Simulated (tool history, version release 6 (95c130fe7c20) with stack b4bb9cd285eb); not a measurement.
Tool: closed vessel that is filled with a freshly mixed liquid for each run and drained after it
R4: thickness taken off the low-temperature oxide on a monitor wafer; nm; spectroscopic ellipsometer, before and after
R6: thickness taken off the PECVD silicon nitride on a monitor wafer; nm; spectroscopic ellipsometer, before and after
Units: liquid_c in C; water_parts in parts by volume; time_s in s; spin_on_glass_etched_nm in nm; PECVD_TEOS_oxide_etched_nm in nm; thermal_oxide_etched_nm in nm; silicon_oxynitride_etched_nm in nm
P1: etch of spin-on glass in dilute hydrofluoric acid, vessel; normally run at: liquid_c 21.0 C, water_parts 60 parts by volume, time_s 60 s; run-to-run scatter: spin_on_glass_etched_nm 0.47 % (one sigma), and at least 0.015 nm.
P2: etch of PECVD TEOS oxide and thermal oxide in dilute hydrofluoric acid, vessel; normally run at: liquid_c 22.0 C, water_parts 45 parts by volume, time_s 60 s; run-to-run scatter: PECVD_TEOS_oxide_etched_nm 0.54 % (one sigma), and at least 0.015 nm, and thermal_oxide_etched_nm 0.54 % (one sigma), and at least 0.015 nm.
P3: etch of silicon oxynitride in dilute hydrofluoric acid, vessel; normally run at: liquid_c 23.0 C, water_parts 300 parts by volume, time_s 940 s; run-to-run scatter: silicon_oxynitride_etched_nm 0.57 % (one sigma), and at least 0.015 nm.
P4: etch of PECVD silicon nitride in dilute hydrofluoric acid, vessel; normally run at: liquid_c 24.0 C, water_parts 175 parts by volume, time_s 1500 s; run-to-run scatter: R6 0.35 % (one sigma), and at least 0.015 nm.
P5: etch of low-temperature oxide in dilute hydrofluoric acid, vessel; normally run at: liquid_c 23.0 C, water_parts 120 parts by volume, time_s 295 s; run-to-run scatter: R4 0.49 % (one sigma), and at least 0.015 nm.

Run 1, hour 8.1: process P1, liquid_c 21.0 C, water_parts 60 parts by volume, time_s 60 s. Result: spin_on_glass_etched_nm 18.9910 nm.
Run 2, hour 20.6: process P1, liquid_c 21.0 C, water_parts 85 parts by volume, time_s 60 s. Result: spin_on_glass_etched_nm 12.8330 nm.
Run 3, hour 28.3: process P2, liquid_c 22.0 C, water_parts 60 parts by volume, time_s 60 s. Result: PECVD_TEOS_oxide_etched_nm 18.042 nm, thermal_oxide_etched_nm 4.6515 nm.
Run 4, hour 40.8: process P1, liquid_c 26.0 C, water_parts 60 parts by volume, time_s 60 s. Result: spin_on_glass_etched_nm 23.0560 nm.
Run 5, hour 58.2: process P5, liquid_c 26.5 C, water_parts 120 parts by volume, time_s 295 s. Result: R4 28.7890 nm.
Run 6, hour 68.4: process P3, liquid_c 23.0 C, water_parts 300 parts by volume, time_s 940 s. Result: silicon_oxynitride_etched_nm 8.2466 nm.
Run 7, hour 80.2: process P1, liquid_c 21.0 C, water_parts 40 parts by volume, time_s 60 s. Result: spin_on_glass_etched_nm 28.7780 nm.
Run 8, hour 95.9: process P5, liquid_c 23.0 C, water_parts 120 parts by volume, time_s 30 s. Result: R4 2.5381 nm.
Run 9, hour 108.0: process P2, liquid_c 22.0 C, water_parts 45 parts by volume, time_s 60 s. Result: PECVD_TEOS_oxide_etched_nm 24.638 nm, thermal_oxide_etched_nm 6.2927 nm.
Run 10, hour 125.4: process P1, liquid_c 21.0 C, water_parts 60 parts by volume, time_s 60 s. Result: spin_on_glass_etched_nm 18.6890 nm.
Run 11, hour 137.6: process P3, liquid_c 23.0 C, water_parts 65 parts by volume, time_s 940 s. Result: silicon_oxynitride_etched_nm 45.6500 nm.
Run 12, hour 148.6: process P2, liquid_c 17.0 C, water_parts 45 parts by volume, time_s 60 s. Result: PECVD_TEOS_oxide_etched_nm 19.711 nm, thermal_oxide_etched_nm 5.1180 nm.
Run 13, hour 166.2: process P4, liquid_c 24.0 C, water_parts 85 parts by volume, time_s 1500 s. Result: R6 98.833 nm.
Run 14, hour 178.7: process P4, liquid_c 24.0 C, water_parts 175 parts by volume, time_s 1500 s. Result: R6 48.626 nm.
Run 15, hour 193.5: process P2, liquid_c 22.0 C, water_parts 45 parts by volume, time_s 30 s. Result: PECVD_TEOS_oxide_etched_nm 12.202 nm, thermal_oxide_etched_nm 3.1459 nm.
Run 16, hour 210.7: process P3, liquid_c 27.0 C, water_parts 300 parts by volume, time_s 940 s. Result: silicon_oxynitride_etched_nm 9.6542 nm.
Run 17, hour 219.3: process P1, liquid_c 21.0 C, water_parts 60 parts by volume, time_s 60 s. Result: spin_on_glass_etched_nm 18.7060 nm.
Run 18, hour 232.3: process P1, liquid_c 21.0 C, water_parts 60 parts by volume, time_s 90 s. Result: spin_on_glass_etched_nm 28.0270 nm.
Run 19, hour 240.0: process P1, liquid_c 17.0 C, water_parts 60 parts by volume, time_s 90 s. Result: spin_on_glass_etched_nm 23.6650 nm.
Run 20, hour 252.4: process P1, liquid_c 21.0 C, water_parts 60 parts by volume, time_s 60 s. Result: spin_on_glass_etched_nm 18.6660 nm.
Run 21, hour 266.1: process P4, liquid_c 24.0 C, water_parts 175 parts by volume, time_s 1500 s. Result: R6 48.436 nm.
Run 22, hour 281.8: process P1, liquid_c 21.0 C, water_parts 60 parts by volume, time_s 30 s. Result: spin_on_glass_etched_nm 9.4179 nm.
Run 23, hour 294.3: process P5, liquid_c 23.0 C, water_parts 120 parts by volume, time_s 295 s. Result: R4 25.0290 nm.
Run 24, hour 309.1: process P3, liquid_c 23.0 C, water_parts 300 parts by volume, time_s 1795 s. Result: silicon_oxynitride_etched_nm 15.7200 nm.
Run 25, hour 326.3: process P3, liquid_c 23.0 C, water_parts 300 parts by volume, time_s 940 s. Result: silicon_oxynitride_etched_nm 8.1889 nm.
Run 26, hour 338.0: process P4, liquid_c 17.0 C, water_parts 175 parts by volume, time_s 1500 s. Result: R6 30.566 nm.
Run 27, hour 354.8: process P1, liquid_c 21.0 C, water_parts 60 parts by volume, time_s 60 s. Result: spin_on_glass_etched_nm 18.7230 nm.
Run 28, hour 364.7: process P1, liquid_c 17.0 C, water_parts 60 parts by volume, time_s 60 s. Result: spin_on_glass_etched_nm 15.8540 nm.
Run 29, hour 376.4: process P1, liquid_c 21.0 C, water_parts 60 parts by volume, time_s 60 s. Result: spin_on_glass_etched_nm 18.8590 nm.
Run 30, hour 392.1: process P5, liquid_c 23.0 C, water_parts 120 parts by volume, time_s 295 s. Result: R4 24.8830 nm.
Run 31, hour 405.6: process P4, liquid_c 24.0 C, water_parts 175 parts by volume, time_s 625 s. Result: R6 20.268 nm.
Run 32, hour 414.9: process P5, liquid_c 23.0 C, water_parts 200 parts by volume, time_s 295 s. Result: R4 13.7280 nm.
Run 33, hour 425.2: process P1, liquid_c 21.0 C, water_parts 60 parts by volume, time_s 60 s. Result: spin_on_glass_etched_nm 18.9990 nm.
Run 34, hour 433.5: process P1, liquid_c 21.0 C, water_parts 60 parts by volume, time_s 60 s. Result: spin_on_glass_etched_nm 18.0670 nm.
Run 35, hour 445.4: process P1, liquid_c 21.0 C, water_parts 60 parts by volume, time_s 60 s. Result: spin_on_glass_etched_nm 17.4370 nm.
Run 36, hour 459.2: process P1, liquid_c 21.0 C, water_parts 60 parts by volume, time_s 60 s. Result: spin_on_glass_etched_nm 17.2400 nm.
Run 37, hour 475.0: process P1, liquid_c 21.0 C, water_parts 60 parts by volume, time_s 60 s. Result: spin_on_glass_etched_nm 17.0530 nm.
Run 38, hour 483.7: process P1, liquid_c 21.0 C, water_parts 60 parts by volume, time_s 60 s. Result: spin_on_glass_etched_nm 17.0010 nm.

Forecast run 39:
Run 39, hour 497.5: process P1, liquid_c 21.0 C, water_parts 60 parts by volume, time_s 60 s. Result: spin_on_glass_etched_nm ?.

spin_on_glass_etched_nm: 16.8750 nm

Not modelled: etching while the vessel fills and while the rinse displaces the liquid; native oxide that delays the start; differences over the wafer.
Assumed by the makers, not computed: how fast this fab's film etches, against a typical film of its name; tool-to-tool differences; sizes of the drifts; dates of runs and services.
